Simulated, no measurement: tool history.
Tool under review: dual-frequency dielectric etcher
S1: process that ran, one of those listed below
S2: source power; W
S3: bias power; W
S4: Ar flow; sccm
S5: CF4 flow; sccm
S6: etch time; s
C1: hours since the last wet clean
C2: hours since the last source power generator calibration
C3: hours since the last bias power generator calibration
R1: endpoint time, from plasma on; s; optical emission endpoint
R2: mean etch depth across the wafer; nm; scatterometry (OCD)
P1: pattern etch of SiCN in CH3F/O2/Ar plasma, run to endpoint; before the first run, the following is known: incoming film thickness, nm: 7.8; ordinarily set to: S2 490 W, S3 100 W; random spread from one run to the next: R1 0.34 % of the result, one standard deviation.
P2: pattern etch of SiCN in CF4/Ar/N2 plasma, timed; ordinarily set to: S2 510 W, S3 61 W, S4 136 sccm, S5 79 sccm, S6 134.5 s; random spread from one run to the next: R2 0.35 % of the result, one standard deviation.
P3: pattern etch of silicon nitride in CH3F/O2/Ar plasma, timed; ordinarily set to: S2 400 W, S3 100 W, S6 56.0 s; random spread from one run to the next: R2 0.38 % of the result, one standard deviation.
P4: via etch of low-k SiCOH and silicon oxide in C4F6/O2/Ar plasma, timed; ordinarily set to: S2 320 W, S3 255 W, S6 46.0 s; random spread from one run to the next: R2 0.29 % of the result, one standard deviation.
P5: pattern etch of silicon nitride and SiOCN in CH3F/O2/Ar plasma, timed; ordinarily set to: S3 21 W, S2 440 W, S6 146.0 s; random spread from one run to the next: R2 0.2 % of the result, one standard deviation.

run,hour,S1,S2,S3,S4,S5,S6,C1,C2,C3,R1,R2
1,10.8,P1,490,100,,,,295.1,993.2,2158.8,16.467,
2,18.7,P2,510,61,136,109,134.5,303.0,1001.1,2166.7,,126.460
3,29.6,P4,320,148,,,46.0,313.9,1012.0,2177.6,,102.270
4,40.7,P5,440,13,,,146.0,325.0,1023.1,2188.7,,16.387
5,47.8,P1,490,100,,,,332.1,1030.2,2195.8,16.554,
# hour 49.5: source power generator calibrated
6,61.4,P1,680,100,,,,345.7,11.9,2209.4,14.682,
7,69.1,P5,440,21,,,84.0,353.4,19.6,2217.1,,11.487
8,77.7,P5,440,21,,,146.0,362.0,28.2,2225.7,,19.979
9,86.2,P2,310,61,136,79,134.5,370.5,36.7,2234.2,,77.555
10,94.3,P1,490,82,,,,378.6,44.8,2242.3,17.646,
11,108.3,P3,510,100,,,56.0,392.6,58.8,2256.3,,49.698
12,120.6,P4,320,255,,,46.0,404.9,71.1,2268.6,,122.200
13,129.5,P3,400,100,,,56.0,413.8,80.0,2277.5,,45.352
14,142.5,P1,620,130,,,,426.8,93.0,2290.5,13.656,
15,155.6,P4,390,255,,,46.0,439.9,106.1,2303.6,,131.800
# hour 157.0: bias power generator calibrated
16,168.9,P2,510,61,136,79,134.5,453.2,119.4,12.0,,120.030
17,176.1,P1,490,100,,,,460.4,126.6,19.2,16.567,
18,187.4,P4,320,255,,,46.0,471.7,137.9,30.5,,121.960
19,194.9,P2,510,61,109,79,134.5,479.2,145.4,38.0,,124.390
20,209.2,P3,400,100,,,31.0,493.5,159.7,52.3,,25.369
21,218.3,P3,400,128,,,56.0,502.6,168.8,61.4,,49.796
22,225.3,P4,320,255,,,32.5,509.6,175.8,68.4,,85.780
23,239.3,P2,510,61,136,79,96.0,523.6,189.8,82.4,,85.582
24,252.9,P2,510,61,136,79,134.5,537.2,203.4,96.0,,119.520
25,264.7,P1,380,100,,,,549.0,215.2,107.8,18.057,
26,275.0,P1,490,100,,,,559.3,225.5,118.1,16.591,
27,288.7,P5,590,21,,,146.0,573.0,239.2,131.8,,22.195
28,298.9,P2,510,82,136,79,134.5,583.2,249.4,142.0,,133.110
29,309.2,P1,610,71,,,,593.5,259.7,152.3,17.186,
30,322.2,P1,490,127,,,,606.5,272.7,165.3,15.148,
31,330.4,P1,490,100,,,,614.7,280.9,173.5,16.470,
32,338.2,P1,490,100,,,,622.5,288.7,181.3,16.270,
33,344.4,P1,490,100,,,,628.7,294.9,187.5,16.404,
34,355.2,P1,490,100,,,,639.5,305.7,198.3,16.305,
35,365.9,P1,490,100,,,,650.2,316.4,209.0,16.319,
36,378.3,P1,490,100,,,,662.6,328.8,221.4,16.301,
37,386.5,P1,490,100,,,,670.8,337.0,229.6,16.218,
38,397.0,P1,490,100,,,,681.3,347.5,240.1,16.246,
# hour 404.1: wet clean of the chamber
39,409.5,P1,490,100,,,,5.5,360.0,252.6,16.285,
40,419.9,P1,490,100,,,,15.9,370.4,263.0,16.290,
41,432.2,P1,490,100,,,,28.2,382.7,275.3,16.278,

The log shows P1 creeping away from where it was. Any of the 2 causes listed here, at the size stated for it, fits the log just as well as the others:
A: source power that arrives over what is set, % = 4.69
B: bias power that arrives over what is set, % = 4.65
The drift started at roughly hour 330.4.
Excluded causes, each with its reason:
chamber walls in a state that raises the etch rate, %: maintenance at hour 404.1, after the shift began, did not return the process to its former output

The list below offers 4 check runs, each averaging the results of 2 wafers, and shows each result as a question mark. For which of them would the listed causes give clearly different results?
check 1,444.5,P3,460,100,,,31.0,,,,,?
check 2,444.5,P4,320,183,,,46.0,,,,,?
check 3,444.5,P2,310,61,136,79,134.5,,,,,?
check 4,444.5,P5,550,14,,,146.0,,,,,?

Predicted outcomes, by check and by cause:
check,result,if A,if B
check 1,R2,27.017,27.003
check 2,R2,111.430,111.090
check 3,R2,80.711,78.800
check 4,R2,18.615,18.629
Per-check spread between the two closest causes, in the result where they differ most: check 1 0.05 %; check 2 0.3 %; check 3 2.4 %; check 4 0.07 %
Check 3 is the one run that separates the causes; every other check would come out nearly the same whichever cause is at work.

With check 3 done, the readings were: R2 78.798 nm. Identify which of the listed causes applies.

It was cause B: bias power that arrives over what is set, %.

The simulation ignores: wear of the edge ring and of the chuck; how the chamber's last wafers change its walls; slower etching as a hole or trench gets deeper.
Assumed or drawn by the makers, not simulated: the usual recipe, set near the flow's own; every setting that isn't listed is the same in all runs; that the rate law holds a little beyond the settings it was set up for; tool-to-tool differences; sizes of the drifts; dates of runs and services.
